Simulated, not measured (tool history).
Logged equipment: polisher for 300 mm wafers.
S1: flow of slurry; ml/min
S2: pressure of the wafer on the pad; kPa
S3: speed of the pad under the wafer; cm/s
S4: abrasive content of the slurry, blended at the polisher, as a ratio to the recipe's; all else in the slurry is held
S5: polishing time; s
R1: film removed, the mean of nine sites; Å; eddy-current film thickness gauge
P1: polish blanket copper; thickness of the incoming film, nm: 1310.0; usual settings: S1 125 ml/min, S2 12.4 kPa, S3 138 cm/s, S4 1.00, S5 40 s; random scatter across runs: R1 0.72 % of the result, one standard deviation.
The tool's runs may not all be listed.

run,hour,S1,S2,S3,S4,S5,R1
1,6.4,125,12.4,138,1.00,40,883.15
2,11.5,95,12.4,138,1.00,54,1146.20
3,18.0,125,12.4,138,1.00,40,882.92
# hour 25.2: slurry nozzle cleaned
4,26.5,125,16.5,138,1.00,40,1199.30
5,30.7,125,12.4,76,1.00,40,492.37
6,37.5,165,12.4,138,1.00,40,946.16
7,44.7,125,12.4,192,1.00,40,1249.30
8,53.8,125,12.4,138,1.00,40,898.99
9,58.0,125,12.4,138,1.00,62,1385.80
10,62.4,125,12.4,138,1.35,40,947.65
11,66.4,195,12.4,170,1.00,40,1183.40
12,70.4,125,12.4,138,0.50,40,764.30
13,77.9,125,12.4,138,1.00,40,893.67
14,86.0,85,12.4,138,0.60,40,724.76
15,94.1,125,12.4,138,1.00,21,464.14
16,98.7,125,7.6,138,1.00,40,543.04
17,104.7,75,12.4,138,1.00,40,783.04
18,110.7,125,12.4,138,1.00,40,878.78
19,117.9,125,12.4,138,1.00,40,864.63
20,123.9,125,12.4,138,1.00,40,833.37
21,130.6,125,12.4,138,1.00,40,822.69
22,136.2,125,12.4,138,1.00,40,831.46
23,142.8,125,12.4,138,1.00,40,814.55
# hour 145.7: slurry blender recalibrated
# hour 146.3: worn pad replaced by a new one
24,148.7,125,12.4,138,1.00,40,817.85
25,154.7,125,12.4,138,1.00,40,815.81
26,162.0,125,12.4,138,1.00,40,819.26

P1 no longer gives what it gave before; its output has crept away from where it was. The following 2 causes, each at its listed size, fit the log equally well:
A: head's pressure below its setpoint, % = 8.7
B: slurry flow missing at the pad, % = 31.3
Creep in the process output first set in at about hour 110.7.
All other causes, with the reason each is excluded:
removal rate lost through wear of the pad, %: its service at hour 146.3 followed the start of the drift and did not put the process back to its old value
abrasive missing from the slurry, %: its service at hour 145.7 followed the start of the drift and did not put the process back to its old value

4 check runs are offered, each on 2 wafers whose results are averaged, their results left as question marks. Which one tells the causes apart?
check 1,169.3,125,9.0,138,1.00,40,?
check 2,169.3,125,12.4,178,1.00,40,?
check 3,169.3,125,9.7,138,1.00,40,?
check 4,169.3,80,9.7,138,1.00,40,?

What each check would give under each cause:
check,result,if A,if B
check 1,R1,588.78,588.70
check 2,R1,1051.50,1051.40
check 3,R1,634.08,633.99
check 4,R1,566.90,543.31
Smallest distance between any two causes, each pair judged by its most separating result, in per cent: check 1 0.01 %; check 2 0.01 %; check 3 0.01 %; check 4 4.25 %
The causes can be told apart only by check 4. The other checks would give nearly the same results under each of them.

Here is what check 4 returned: R1 563.43 Å. Which cause is it?

A is the cause: head's pressure below its setpoint, %.

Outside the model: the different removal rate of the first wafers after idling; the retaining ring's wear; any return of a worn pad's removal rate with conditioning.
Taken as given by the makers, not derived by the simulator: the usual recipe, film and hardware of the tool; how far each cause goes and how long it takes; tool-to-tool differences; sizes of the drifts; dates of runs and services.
